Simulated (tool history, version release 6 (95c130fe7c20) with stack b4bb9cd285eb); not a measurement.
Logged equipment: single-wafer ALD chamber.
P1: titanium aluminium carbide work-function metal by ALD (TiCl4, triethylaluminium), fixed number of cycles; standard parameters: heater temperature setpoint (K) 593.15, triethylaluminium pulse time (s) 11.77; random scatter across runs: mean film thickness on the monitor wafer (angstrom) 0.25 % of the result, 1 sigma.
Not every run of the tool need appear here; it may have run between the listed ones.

run,hour,heater temperature setpoint (K),triethylaluminium pulse time (s),mean film thickness on the monitor wafer (angstrom)
1,15.1,593.15,11.77,21.692
2,32.9,573.15,11.77,20.026
3,49,593.15,11.77,21.721
4,59.1,593.15,5.12,18.267
5,67.7,616.15,11.77,23.789
6,78.5,593.15,15.21,22.039
7,88.4,593.15,11.77,21.691
8,98.7,593.15,11.77,21.771
9,116.7,607.15,17.23,23.252
10,133.9,605.15,4.91,18.917
11,147.6,593.15,11.77,21.763
12,161,593.15,11.77,21.553
13,169.7,593.15,11.77,21.542
14,180.7,593.15,11.77,21.482
15,198.3,593.15,11.77,21.317
16,209.5,593.15,11.77,21.297
17,221.7,593.15,11.77,21.258
18,233.1,593.15,11.77,21.33

Something has made what P1 gives creep away from where it was; the 2 causes below, each at its own stated size, fit the log equally well:
A: wafer temperature below the value expected at the setpoint (K) = 5.33
B: triethylaluminium dose below that of a fresh bottle (%) = 19.7
Onset of the creep was near hour 147.6.

Listed below are the offered check runs, one wafer per run, with question marks in place of results. For which of them would the causes give clearly different outcomes?
check 1,244.5,616.15,11.77,?
check 2,244.5,606.15,11.77,?
check 3,244.5,584.15,5.45,?
check 4,244.5,581.15,11.77,?

What each check would give under each cause:
check,result,if A,if B
check 1,mean film thickness on the monitor wafer (angstrom),23.322,23.286
check 2,mean film thickness on the monitor wafer (angstrom),22.432,22.413
check 3,mean film thickness on the monitor wafer (angstrom),17.671,16.614
check 4,mean film thickness on the monitor wafer (angstrom),20.234,20.254
Gap, in per cent, between the two causes that each check separates least, read from the result that separates them most: check 1 0.15 %; check 2 0.09 %; check 3 6.17 %; check 4 0.1 %
Of the check runs offered, only check 3 discriminates between the causes; the rest would read about the same regardless of which cause applies.

The results of check 3 are: mean film thickness on the monitor wafer (angstrom) 17.619. Based on these, which of the listed causes is it?

The correct cause is A, namely: wafer temperature below the value expected at the setpoint (K).
